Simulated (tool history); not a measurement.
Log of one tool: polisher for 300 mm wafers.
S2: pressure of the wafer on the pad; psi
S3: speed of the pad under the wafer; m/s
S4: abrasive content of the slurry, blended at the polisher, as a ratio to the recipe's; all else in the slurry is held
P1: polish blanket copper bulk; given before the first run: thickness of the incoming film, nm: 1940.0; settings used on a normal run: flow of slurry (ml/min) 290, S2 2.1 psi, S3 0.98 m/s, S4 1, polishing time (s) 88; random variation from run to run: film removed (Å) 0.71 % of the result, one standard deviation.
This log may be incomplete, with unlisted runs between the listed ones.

run 1 hour=11.2 | flow_of_slurry_(ml/min)=290 S2=2.1 S3=0.98 S4=1 polishing_time_(s)=88 | film_removed_(Å)=5720.9
run 2 hour=17.6 | flow_of_slurry_(ml/min)=290 S2=2.1 S3=0.98 S4=1 polishing_time_(s)=88 | film_removed_(Å)=5690.4
run 3 hour=26.5 | flow_of_slurry_(ml/min)=290 S2=2.1 S3=0.98 S4=1 polishing_time_(s)=135 | film_removed_(Å)=8640.9
run 4 hour=37.2 | flow_of_slurry_(ml/min)=290 S2=2.1 S3=0.98 S4=0.65 polishing_time_(s)=88 | film_removed_(Å)=5185.2
run 5 hour=42.9 | flow_of_slurry_(ml/min)=370 S2=2.1 S3=0.98 S4=1 polishing_time_(s)=88 | film_removed_(Å)=5816.2
run 6 hour=48.1 | flow_of_slurry_(ml/min)=175 S2=2.1 S3=0.98 S4=1 polishing_time_(s)=88 | film_removed_(Å)=5286.8
run 7 hour=59.6 | flow_of_slurry_(ml/min)=290 S2=1 S3=0.98 S4=1 polishing_time_(s)=88 | film_removed_(Å)=2691
-- hour=65.8 slurry nozzle cleaned
run 8 hour=69.3 | flow_of_slurry_(ml/min)=290 S2=2.9 S3=0.98 S4=1 polishing_time_(s)=88 | film_removed_(Å)=7814.4
run 9 hour=78.3 | flow_of_slurry_(ml/min)=290 S2=2.1 S3=0.98 S4=1 polishing_time_(s)=88 | film_removed_(Å)=5712.8
run 10 hour=88.4 | flow_of_slurry_(ml/min)=290 S2=2.1 S3=0.68 S4=1 polishing_time_(s)=88 | film_removed_(Å)=3963.1
run 11 hour=95.5 | flow_of_slurry_(ml/min)=290 S2=2.1 S3=0.98 S4=1.45 polishing_time_(s)=88 | film_removed_(Å)=6167.6
run 12 hour=104.3 | flow_of_slurry_(ml/min)=290 S2=2.1 S3=1.26 S4=1 polishing_time_(s)=88 | film_removed_(Å)=7318
run 13 hour=109.8 | flow_of_slurry_(ml/min)=290 S2=2.1 S3=0.98 S4=1 polishing_time_(s)=88 | film_removed_(Å)=5601.9
run 14 hour=120.5 | flow_of_slurry_(ml/min)=290 S2=2.1 S3=0.98 S4=1 polishing_time_(s)=88 | film_removed_(Å)=5684.7
run 15 hour=126.6 | flow_of_slurry_(ml/min)=290 S2=2.1 S3=0.98 S4=1 polishing_time_(s)=88 | film_removed_(Å)=5698.6
run 16 hour=138.6 | flow_of_slurry_(ml/min)=290 S2=2.7 S3=0.98 S4=0.6 polishing_time_(s)=88 | film_removed_(Å)=6557
run 17 hour=147.9 | flow_of_slurry_(ml/min)=290 S2=2.1 S3=0.98 S4=1 polishing_time_(s)=64 | film_removed_(Å)=4164
run 18 hour=154.1 | flow_of_slurry_(ml/min)=290 S2=2.1 S3=0.98 S4=1 polishing_time_(s)=88 | film_removed_(Å)=5638.2
run 19 hour=165 | flow_of_slurry_(ml/min)=290 S2=2.1 S3=0.98 S4=1 polishing_time_(s)=88 | film_removed_(Å)=5528.9
run 20 hour=175.1 | flow_of_slurry_(ml/min)=290 S2=2.1 S3=0.98 S4=1 polishing_time_(s)=88 | film_removed_(Å)=5537.9
run 21 hour=181.8 | flow_of_slurry_(ml/min)=290 S2=2.1 S3=0.98 S4=1 polishing_time_(s)=88 | film_removed_(Å)=5389.1
run 22 hour=190.6 | flow_of_slurry_(ml/min)=290 S2=2.1 S3=0.98 S4=1 polishing_time_(s)=88 | film_removed_(Å)=5398.5
-- hour=195.1 slurry blender recalibrated
run 23 hour=196.7 | flow_of_slurry_(ml/min)=290 S2=2.1 S3=0.98 S4=1 polishing_time_(s)=88 | film_removed_(Å)=5457.8
-- hour=201.2 worn pad replaced by a new one
run 24 hour=203.3 | flow_of_slurry_(ml/min)=290 S2=2.1 S3=0.98 S4=1 polishing_time_(s)=88 | film_removed_(Å)=5352.3
run 25 hour=211.4 | flow_of_slurry_(ml/min)=290 S2=2.1 S3=0.98 S4=1 polishing_time_(s)=88 | film_removed_(Å)=5356.9
run 26 hour=220.3 | flow_of_slurry_(ml/min)=290 S2=2.1 S3=0.98 S4=1 polishing_time_(s)=88 | film_removed_(Å)=5305.2
run 27 hour=230.6 | flow_of_slurry_(ml/min)=290 S2=2.1 S3=0.98 S4=1 polishing_time_(s)=88 | film_removed_(Å)=5342.9
run 28 hour=239.2 | flow_of_slurry_(ml/min)=290 S2=2.1 S3=0.98 S4=1 polishing_time_(s)=88 | film_removed_(Å)=5393.6

Something has made what P1 gives creep away from where it was; the 2 causes below, each at its own stated size, fit the log equally well:
A: head's pressure below its setpoint, % = 5.71
B: slurry flow missing at the pad, % = 39.1
The gradual shift began around hour 154.1.
Each remaining cause and why it is not a fit:
removal rate lost through wear of the pad, %: serviced at hour 201.2, after the drift had started, without restoring the earlier output
abrasive missing from the slurry, %: serviced at hour 195.1, after the drift had started, without restoring the earlier output

4 check runs are offered, each on 3 wafers whose results are averaged, their results left as question marks. Which one tells the causes apart?
run check 1 hour=247.8 | flow_of_slurry_(ml/min)=180 S2=2.1 S3=0.98 S4=1 polishing_time_(s)=88 | film_removed_(Å)=?
run check 2 hour=247.8 | flow_of_slurry_(ml/min)=290 S2=2.1 S3=0.98 S4=0.75 polishing_time_(s)=122 | film_removed_(Å)=?
run check 3 hour=247.8 | flow_of_slurry_(ml/min)=290 S2=2.8 S3=0.98 S4=1 polishing_time_(s)=88 | film_removed_(Å)=?
run check 4 hour=247.8 | flow_of_slurry_(ml/min)=290 S2=2.1 S3=0.98 S4=1.3 polishing_time_(s)=88 | film_removed_(Å)=?

Predicted outcomes, by check and by cause:
check=check_1 result=film_removed_(Å) if_A=5061.1 if_B=4898.3
check=check_2 result=film_removed_(Å) if_A=6983.7 if_B=6984.5
check=check_3 result=film_removed_(Å) if_A=7136 if_B=7136.8
check=check_4 result=film_removed_(Å) if_A=5666.4 if_B=5667.1
Per check, the gap between the least separated pair of causes, taken in the result that splits them most: check 1 3.27 %; check 2 0.01 %; check 3 0.01 %; check 4 0.01 %
The other checks would show nearly matching results whichever cause is true, so check 1 is the only one that separates the causes.

Then check 1 was run and gave: film removed (Å) 5046.3. Which cause is it?

The correct cause is A, namely: head's pressure below its setpoint, %.

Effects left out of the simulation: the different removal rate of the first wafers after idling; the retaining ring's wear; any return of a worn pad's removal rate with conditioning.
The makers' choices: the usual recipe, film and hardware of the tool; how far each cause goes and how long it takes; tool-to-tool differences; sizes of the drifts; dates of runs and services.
